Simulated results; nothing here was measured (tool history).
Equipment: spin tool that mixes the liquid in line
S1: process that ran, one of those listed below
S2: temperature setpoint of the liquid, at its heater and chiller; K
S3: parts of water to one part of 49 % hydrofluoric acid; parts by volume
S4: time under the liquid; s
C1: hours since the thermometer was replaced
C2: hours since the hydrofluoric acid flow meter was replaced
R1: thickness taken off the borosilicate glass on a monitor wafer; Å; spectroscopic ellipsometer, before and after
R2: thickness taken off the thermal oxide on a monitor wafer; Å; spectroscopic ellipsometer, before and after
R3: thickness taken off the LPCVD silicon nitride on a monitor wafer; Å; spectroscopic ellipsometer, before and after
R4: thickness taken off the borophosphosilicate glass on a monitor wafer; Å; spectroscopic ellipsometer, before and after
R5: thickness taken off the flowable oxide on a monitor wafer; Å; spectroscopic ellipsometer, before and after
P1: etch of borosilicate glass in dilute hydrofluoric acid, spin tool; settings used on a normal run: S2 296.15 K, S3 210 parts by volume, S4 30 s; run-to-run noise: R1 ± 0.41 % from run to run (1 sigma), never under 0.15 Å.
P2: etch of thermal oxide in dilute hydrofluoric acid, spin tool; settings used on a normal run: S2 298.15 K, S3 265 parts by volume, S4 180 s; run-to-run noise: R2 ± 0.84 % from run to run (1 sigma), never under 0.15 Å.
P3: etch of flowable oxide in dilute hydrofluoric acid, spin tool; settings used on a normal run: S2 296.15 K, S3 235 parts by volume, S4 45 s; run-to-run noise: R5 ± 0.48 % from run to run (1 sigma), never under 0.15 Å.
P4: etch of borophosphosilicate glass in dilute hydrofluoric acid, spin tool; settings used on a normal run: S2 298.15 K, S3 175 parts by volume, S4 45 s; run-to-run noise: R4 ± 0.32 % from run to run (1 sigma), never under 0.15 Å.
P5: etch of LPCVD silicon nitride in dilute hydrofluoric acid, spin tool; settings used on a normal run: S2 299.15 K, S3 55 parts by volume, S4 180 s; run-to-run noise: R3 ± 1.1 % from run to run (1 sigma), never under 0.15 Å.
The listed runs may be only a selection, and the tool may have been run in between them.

Run 1, hour 7.3: S1 P1, S2 296.15 K, S3 210 parts by volume, S4 30 s; C1 1081.7; C2 491.8. Result: R1 66.476 Å.
Run 2, hour 11.8: S1 P2, S2 298.15 K, S3 265 parts by volume, S4 180 s; C1 1086.2; C2 496.3. Result: R2 29.734 Å.
Run 3, hour 16.3: S1 P5, S2 294.65 K, S3 55 parts by volume, S4 180 s; C1 1090.7; C2 500.8. Result: R3 13.470 Å.
Run 4, hour 23.7: S1 P2, S2 304.65 K, S3 265 parts by volume, S4 180 s; C1 1098.1; C2 508.2. Result: R2 37.257 Å.
Run 5, hour 33.3: S1 P4, S2 298.15 K, S3 175 parts by volume, S4 70 s; C1 1107.7; C2 517.8. Result: R4 101.910 Å.
Run 6, hour 37.9: S1 P1, S2 291.65 K, S3 50 parts by volume, S4 30 s; C1 1112.3; C2 522.4. Result: R1 279.890 Å.
Run 7, hour 46.3: S1 P1, S2 296.15 K, S3 210 parts by volume, S4 30 s; C1 1120.7; C2 530.8. Result: R1 67.183 Å.
Run 8, hour 55.8: S1 P1, S2 290.15 K, S3 210 parts by volume, S4 30 s; C1 1130.2; C2 540.3. Result: R1 52.718 Å.
Run 9, hour 65.6: S1 P3, S2 296.15 K, S3 130 parts by volume, S4 45 s; C1 1140.0; C2 550.1. Result: R5 116.060 Å.
Run 10, hour 74.1: S1 P3, S2 290.15 K, S3 235 parts by volume, S4 45 s; C1 1148.5; C2 558.6. Result: R5 45.618 Å.
Run 11, hour 83.2: S1 P2, S2 298.15 K, S3 265 parts by volume, S4 95 s; C1 1157.6; C2 567.7. Result: R2 15.916 Å.
Run 12, hour 92.3: S1 P4, S2 298.15 K, S3 175 parts by volume, S4 45 s; C1 1166.7; C2 576.8. Result: R4 64.908 Å.
Run 13, hour 99.5: S1 P1, S2 296.15 K, S3 340 parts by volume, S4 30 s; C1 1173.9; C2 584.0. Result: R1 36.529 Å.
Run 14, hour 106.4: S1 P1, S2 296.15 K, S3 110 parts by volume, S4 30 s; C1 1180.8; C2 590.9. Result: R1 142.160 Å.
Run 15, hour 112.7: S1 P5, S2 299.15 K, S3 55 parts by volume, S4 180 s; C1 1187.1; C2 597.2. Result: R3 18.508 Å.
Run 16, hour 119.0: S1 P5, S2 299.15 K, S3 20 parts by volume, S4 180 s; C1 1193.4; C2 603.5. Result: R3 47.835 Å.
Run 17, hour 128.3: S1 P5, S2 299.15 K, S3 55 parts by volume, S4 295 s; C1 1202.7; C2 612.8. Result: R3 29.616 Å.
Run 18, hour 137.7: S1 P3, S2 296.15 K, S3 235 parts by volume, S4 75 s; C1 1212.1; C2 622.2. Result: R5 95.611 Å.
Run 19, hour 143.1: S1 P2, S2 298.15 K, S3 160 parts by volume, S4 180 s; C1 1217.5; C2 627.6. Result: R2 55.151 Å.
Run 20, hour 151.4: S1 P1, S2 296.15 K, S3 210 parts by volume, S4 60 s; C1 1225.8; C2 635.9. Result: R1 133.740 Å.
Run 21, hour 157.8: S1 P1, S2 296.15 K, S3 210 parts by volume, S4 30 s; C1 1232.2; C2 642.3. Result: R1 67.286 Å.
Run 22, hour 166.5: S1 P4, S2 298.15 K, S3 95 parts by volume, S4 45 s; C1 1240.9; C2 651.0. Result: R4 132.320 Å.
Run 23, hour 171.7: S1 P1, S2 296.15 K, S3 210 parts by volume, S4 30 s; C1 1246.1; C2 656.2. Result: R1 66.940 Å.
Run 24, hour 178.2: S1 P3, S2 296.15 K, S3 235 parts by volume, S4 45 s; C1 1252.6; C2 662.7. Result: R5 57.154 Å.
Run 25, hour 186.6: S1 P5, S2 299.15 K, S3 55 parts by volume, S4 180 s; C1 1261.0; C2 671.1. Result: R3 18.085 Å.
Run 26, hour 193.6: S1 P1, S2 296.15 K, S3 210 parts by volume, S4 30 s; C1 1268.0; C2 678.1. Result: R1 66.771 Å.
Run 27, hour 202.2: S1 P1, S2 296.15 K, S3 210 parts by volume, S4 15 s; C1 1276.6; C2 686.7. Result: R1 32.959 Å.
Run 28, hour 211.7: S1 P1, S2 301.15 K, S3 210 parts by volume, S4 30 s; C1 1286.1; C2 696.2. Result: R1 80.824 Å.
Run 29, hour 220.9: S1 P4, S2 305.65 K, S3 175 parts by volume, S4 45 s; C1 1295.3; C2 705.4. Result: R4 84.937 Å.
Run 30, hour 229.4: S1 P1, S2 296.15 K, S3 210 parts by volume, S4 30 s; C1 1303.8; C2 713.9. Result: R1 66.541 Å.
Run 31, hour 237.4: S1 P1, S2 296.15 K, S3 210 parts by volume, S4 30 s; C1 1311.8; C2 721.9. Result: R1 68.232 Å.
Run 32, hour 243.0: S1 P1, S2 296.15 K, S3 210 parts by volume, S4 30 s; C1 1317.4; C2 727.5. Result: R1 68.940 Å.
Run 33, hour 249.9: S1 P1, S2 296.15 K, S3 210 parts by volume, S4 30 s; C1 1324.3; C2 734.4. Result: R1 69.016 Å.

Predict the results of run 34:
Run 34, hour 257.2: S1 P1, S2 296.15 K, S3 210 parts by volume, S4 30 s; C1 1331.6; C2 741.7. Result: R1 ?.

Logged for run 34: R1 70.701 Å.
